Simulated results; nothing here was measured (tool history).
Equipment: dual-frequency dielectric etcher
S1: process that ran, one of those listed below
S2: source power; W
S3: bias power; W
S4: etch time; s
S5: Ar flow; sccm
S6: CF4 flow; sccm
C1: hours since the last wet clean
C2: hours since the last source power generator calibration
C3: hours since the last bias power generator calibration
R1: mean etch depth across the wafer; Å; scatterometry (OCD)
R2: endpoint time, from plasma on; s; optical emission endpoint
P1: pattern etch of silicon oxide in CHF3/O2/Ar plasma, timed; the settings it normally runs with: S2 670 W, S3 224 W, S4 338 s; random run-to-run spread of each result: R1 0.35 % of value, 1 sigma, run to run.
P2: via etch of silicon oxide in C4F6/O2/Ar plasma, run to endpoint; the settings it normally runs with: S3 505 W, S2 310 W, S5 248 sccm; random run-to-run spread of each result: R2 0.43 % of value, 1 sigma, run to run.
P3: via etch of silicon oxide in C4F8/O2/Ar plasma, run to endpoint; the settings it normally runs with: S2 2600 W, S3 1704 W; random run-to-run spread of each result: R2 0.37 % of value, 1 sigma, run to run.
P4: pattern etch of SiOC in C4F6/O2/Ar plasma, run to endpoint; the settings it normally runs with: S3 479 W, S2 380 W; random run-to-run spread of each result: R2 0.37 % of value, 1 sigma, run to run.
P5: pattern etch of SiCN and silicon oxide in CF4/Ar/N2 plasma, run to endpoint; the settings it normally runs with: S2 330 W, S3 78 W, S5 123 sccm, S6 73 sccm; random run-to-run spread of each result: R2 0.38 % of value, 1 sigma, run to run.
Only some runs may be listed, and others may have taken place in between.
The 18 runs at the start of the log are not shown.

run 19 hour=259.1 | S1=P1 S2=920 S3=224 S4=338 | C1=629.8 C2=65.8 C3=2757.2 | R1=8478
run 20 hour=272.1 | S1=P1 S2=670 S3=183 S4=338 | C1=642.8 C2=78.8 C3=2770.2 | R1=6997.7
run 21 hour=283.7 | S1=P5 S2=330 S3=49 S5=123 S6=73 | C1=654.4 C2=90.4 C3=2781.8 | R2=30.022
run 22 hour=295.9 | S1=P5 S2=330 S3=78 S5=123 S6=73 | C1=666.6 C2=102.6 C3=2794 | R2=25.917
run 23 hour=306.5 | S1=P5 S2=330 S3=78 S5=164 S6=73 | C1=677.2 C2=113.2 C3=2804.6 | R2=26.904
run 24 hour=325.1 | S1=P4 S2=380 S3=479 | C1=695.8 C2=131.8 C3=2823.2 | R2=14.615
run 25 hour=340.5 | S1=P3 S2=2600 S3=2051 | C1=711.2 C2=147.2 C3=2838.6 | R2=167.36
run 26 hour=348.6 | S1=P3 S2=2600 S3=1704 | C1=719.3 C2=155.3 C3=2846.7 | R2=174.3
run 27 hour=359 | S1=P2 S2=310 S3=505 S5=248 | C1=729.7 C2=165.7 C3=2857.1 | R2=38.24
run 28 hour=376.4 | S1=P1 S2=670 S3=307 S4=466.5 | C1=747.1 C2=183.1 C3=2874.5 | R1=11561
run 29 hour=388.7 | S1=P3 S2=2010 S3=1704 | C1=759.4 C2=195.4 C3=2886.8 | R2=195.42
run 30 hour=407.4 | S1=P1 S2=510 S3=224 S4=436.5 | C1=778.1 C2=214.1 C3=2905.5 | R1=8731.9
run 31 hour=417.1 | S1=P1 S2=940 S3=308 S4=338 | C1=787.8 C2=223.8 C3=2915.2 | R1=9515.1
run 32 hour=431.3 | S1=P4 S2=500 S3=479 | C1=802 C2=238 C3=2929.4 | R2=13.176
run 33 hour=444.5 | S1=P1 S2=670 S3=224 S4=338 | C1=815.2 C2=251.2 C3=2942.6 | R1=7479.4
run 34 hour=458.9 | S1=P1 S2=670 S3=224 S4=338 | C1=829.6 C2=265.6 C3=2957 | R1=7474.2
run 35 hour=475.7 | S1=P1 S2=670 S3=224 S4=338 | C1=846.4 C2=282.4 C3=2973.8 | R1=7419.8
run 36 hour=490.2 | S1=P1 S2=670 S3=224 S4=338 | C1=860.9 C2=296.9 C3=2988.3 | R1=7409.3
run 37 hour=505.5 | S1=P1 S2=670 S3=224 S4=338 | C1=876.2 C2=312.2 C3=3003.6 | R1=7372.9
run 38 hour=517.8 | S1=P1 S2=670 S3=224 S4=338 | C1=888.5 C2=324.5 C3=3015.9 | R1=7399.3
run 39 hour=533 | S1=P1 S2=670 S3=224 S4=338 | C1=903.7 C2=339.7 C3=3031.1 | R1=7390.9
run 40 hour=543.2 | S1=P1 S2=670 S3=224 S4=338 | C1=913.9 C2=349.9 C3=3041.3 | R1=7372.2
-- hour=552.4 wet clean of the chamber
run 41 hour=553.1 | S1=P1 S2=670 S3=224 S4=338 | C1=0.7 C2=359.8 C3=3051.2 | R1=7310

The next listed run, before its measurement:
run 42 hour=569.6 | S1=P1 S2=670 S3=224 S4=338 | C1=17.2 C2=376.3 C3=3067.7 | R1=?

R1: 7355.7 Å
